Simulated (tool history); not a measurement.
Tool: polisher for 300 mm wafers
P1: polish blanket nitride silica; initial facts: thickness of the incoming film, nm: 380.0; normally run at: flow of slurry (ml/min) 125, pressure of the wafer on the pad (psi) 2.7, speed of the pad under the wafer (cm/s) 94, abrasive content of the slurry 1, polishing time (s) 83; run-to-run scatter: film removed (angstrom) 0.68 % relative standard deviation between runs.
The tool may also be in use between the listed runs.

run	hour	flow of slurry (ml/min)	pressure of the wafer on the pad (psi)	speed of the pad under the wafer (cm/s)	abrasive content of the slurry	polishing time (s)	wafers polished on this pad	hours since the slurry nozzle was cleaned	hours since the head pressure was calibrated	hours since the slurry blender was calibrated	hours since the conditioning disc was replaced	film removed (angstrom)
1	5.4	125	2.7	94	1	83	177	554.6	548	231.7	110.4	419.67
2	10.3	200	2.7	94	1	83	228	559.5	552.9	236.6	115.3	456.56
3	16.3	75	2.7	50	1	83	290	565.5	558.9	242.6	121.3	222.81
4	20.3	75	3.9	94	1	83	332	569.5	562.9	246.6	125.3	531.62
5	24.3	125	1.5	94	1	83	374	573.5	566.9	250.6	129.3	235.66
6	29.3	125	2.7	94	1	83	426	578.5	571.9	255.6	134.3	419.78
7	33.1	125	2.7	94	1	83	466	582.3	575.7	259.4	138.1	422.9
8	37	125	2.7	94	1	83	507	586.2	579.6	263.3	142	419.96
9	41.2	125	4.2	94	1	83	551	590.4	583.8	267.5	146.2	656.85
10	46	125	2.7	64	1	83	601	595.2	588.6	272.3	151	308.69
11	49.1	125	2.7	94	1.3	125	633	598.3	591.7	275.4	154.1	713.29
12	52.9	125	2.7	128	1	83	673	602.1	595.5	279.2	157.9	535.94
13	56.4	125	2.7	94	1	124	709	605.6	599	282.7	161.4	625.45
14	60.7	125	2.7	94	0.6	83	754	609.9	603.3	287	165.7	326.06
15	65.7	125	2.7	94	1	83	807	614.9	608.3	292	170.7	426.02
16	71.9	75	2.7	94	1	83	871	621.1	614.5	298.2	176.9	372.12
# hour 75.3: slurry blender recalibrated
17	76.3	125	2.7	94	1	62	917	625.5	618.9	1.1	181.3	315
18	82	125	2.7	94	1.5	83	977	631.2	624.6	6.8	187	497.91
19	85.9	125	2.7	94	1	83	1018	635.1	628.5	10.7	190.9	420.14
20	88.9	125	2.7	94	1	83	1049	638.1	631.5	13.7	193.9	403.58
21	92.2	125	2.7	94	1	83	1083	641.4	634.8	17	197.2	386.83
# hour 95.6: slurry nozzle cleaned
22	97.2	125	2.7	94	1	83	1136	1.6	639.8	22	202.2	375.67
23	100.8	125	2.7	94	1	83	1173	5.2	643.4	25.6	205.8	371.03
# hour 101.5: head pressure recalibrated
# hour 103.1: conditioning disc replaced and pad reconditioned
24	106.6	125	2.7	94	1	83	1234	11	5.1	31.4	3.5	365.05
25	109.8	125	2.7	94	1	83	1267	14.2	8.3	34.6	6.7	367.94

What does the tool deliver on the next run?
26	113.3	125	2.7	94	1	83	1304	17.7	11.8	38.1	10.2	?

Run 26 produced film removed (angstrom) 366.56.
